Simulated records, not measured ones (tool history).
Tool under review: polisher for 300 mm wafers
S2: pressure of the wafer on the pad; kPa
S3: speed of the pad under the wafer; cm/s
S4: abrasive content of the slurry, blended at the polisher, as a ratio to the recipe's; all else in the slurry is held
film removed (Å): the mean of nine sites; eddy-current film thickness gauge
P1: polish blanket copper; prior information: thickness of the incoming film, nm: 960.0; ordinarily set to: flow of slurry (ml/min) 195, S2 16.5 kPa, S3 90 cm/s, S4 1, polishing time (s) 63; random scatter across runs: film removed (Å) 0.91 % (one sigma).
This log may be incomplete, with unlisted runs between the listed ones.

run 1 hour=3.9 | flow_of_slurry_(ml/min)=195 S2=16.5 S3=90 S4=1 polishing_time_(s)=63 | film_removed_(Å)=1470.9
run 2 hour=7.7 | flow_of_slurry_(ml/min)=275 S2=24.8 S3=90 S4=1 polishing_time_(s)=63 | film_removed_(Å)=2301.6
run 3 hour=14 | flow_of_slurry_(ml/min)=195 S2=16.5 S3=90 S4=1 polishing_time_(s)=63 | film_removed_(Å)=1467.1
run 4 hour=18.6 | flow_of_slurry_(ml/min)=195 S2=11.7 S3=90 S4=1 polishing_time_(s)=63 | film_removed_(Å)=1043.3
run 5 hour=24.9 | flow_of_slurry_(ml/min)=195 S2=16.5 S3=90 S4=1 polishing_time_(s)=63 | film_removed_(Å)=1479.2
run 6 hour=29.9 | flow_of_slurry_(ml/min)=195 S2=16.5 S3=90 S4=1 polishing_time_(s)=30 | film_removed_(Å)=708.1
run 7 hour=34.9 | flow_of_slurry_(ml/min)=195 S2=16.5 S3=90 S4=0.6 polishing_time_(s)=63 | film_removed_(Å)=1333.6
run 8 hour=40.2 | flow_of_slurry_(ml/min)=195 S2=16.5 S3=90 S4=1 polishing_time_(s)=63 | film_removed_(Å)=1495.7
run 9 hour=43.5 | flow_of_slurry_(ml/min)=250 S2=16.5 S3=90 S4=1 polishing_time_(s)=63 | film_removed_(Å)=1530.8
run 10 hour=50.1 | flow_of_slurry_(ml/min)=195 S2=16.5 S3=56 S4=1 polishing_time_(s)=63 | film_removed_(Å)=922.8
run 11 hour=54 | flow_of_slurry_(ml/min)=195 S2=16.5 S3=90 S4=1 polishing_time_(s)=94 | film_removed_(Å)=2225.1
run 12 hour=57.1 | flow_of_slurry_(ml/min)=195 S2=20.7 S3=90 S4=1 polishing_time_(s)=63 | film_removed_(Å)=1864.9
run 13 hour=61.9 | flow_of_slurry_(ml/min)=195 S2=16.5 S3=90 S4=1.5 polishing_time_(s)=63 | film_removed_(Å)=1605
run 14 hour=66.8 | flow_of_slurry_(ml/min)=115 S2=16.5 S3=90 S4=1 polishing_time_(s)=63 | film_removed_(Å)=1345.1
run 15 hour=71.9 | flow_of_slurry_(ml/min)=195 S2=24.8 S3=134 S4=1 polishing_time_(s)=63 | film_removed_(Å)=3262.8
run 16 hour=76.7 | flow_of_slurry_(ml/min)=195 S2=16.5 S3=90 S4=1 polishing_time_(s)=63 | film_removed_(Å)=1494.4
run 17 hour=81 | flow_of_slurry_(ml/min)=195 S2=16.5 S3=138 S4=1 polishing_time_(s)=63 | film_removed_(Å)=2243.3
run 18 hour=85.1 | flow_of_slurry_(ml/min)=195 S2=16.5 S3=90 S4=1 polishing_time_(s)=63 | film_removed_(Å)=1479.1
run 19 hour=91.6 | flow_of_slurry_(ml/min)=195 S2=16.5 S3=90 S4=1 polishing_time_(s)=63 | film_removed_(Å)=1466.4
run 20 hour=97.3 | flow_of_slurry_(ml/min)=195 S2=16.5 S3=90 S4=1 polishing_time_(s)=63 | film_removed_(Å)=1455.5
run 21 hour=103.2 | flow_of_slurry_(ml/min)=195 S2=16.5 S3=90 S4=1 polishing_time_(s)=63 | film_removed_(Å)=1446.3
run 22 hour=106 | flow_of_slurry_(ml/min)=195 S2=16.5 S3=90 S4=1 polishing_time_(s)=63 | film_removed_(Å)=1426.4

Predict the results of run 23:
run 23 hour=110.4 | flow_of_slurry_(ml/min)=195 S2=16.5 S3=90 S4=1 polishing_time_(s)=63 | film_removed_(Å)=?

{"run 23": {"film removed (Å)": 1434.7}}

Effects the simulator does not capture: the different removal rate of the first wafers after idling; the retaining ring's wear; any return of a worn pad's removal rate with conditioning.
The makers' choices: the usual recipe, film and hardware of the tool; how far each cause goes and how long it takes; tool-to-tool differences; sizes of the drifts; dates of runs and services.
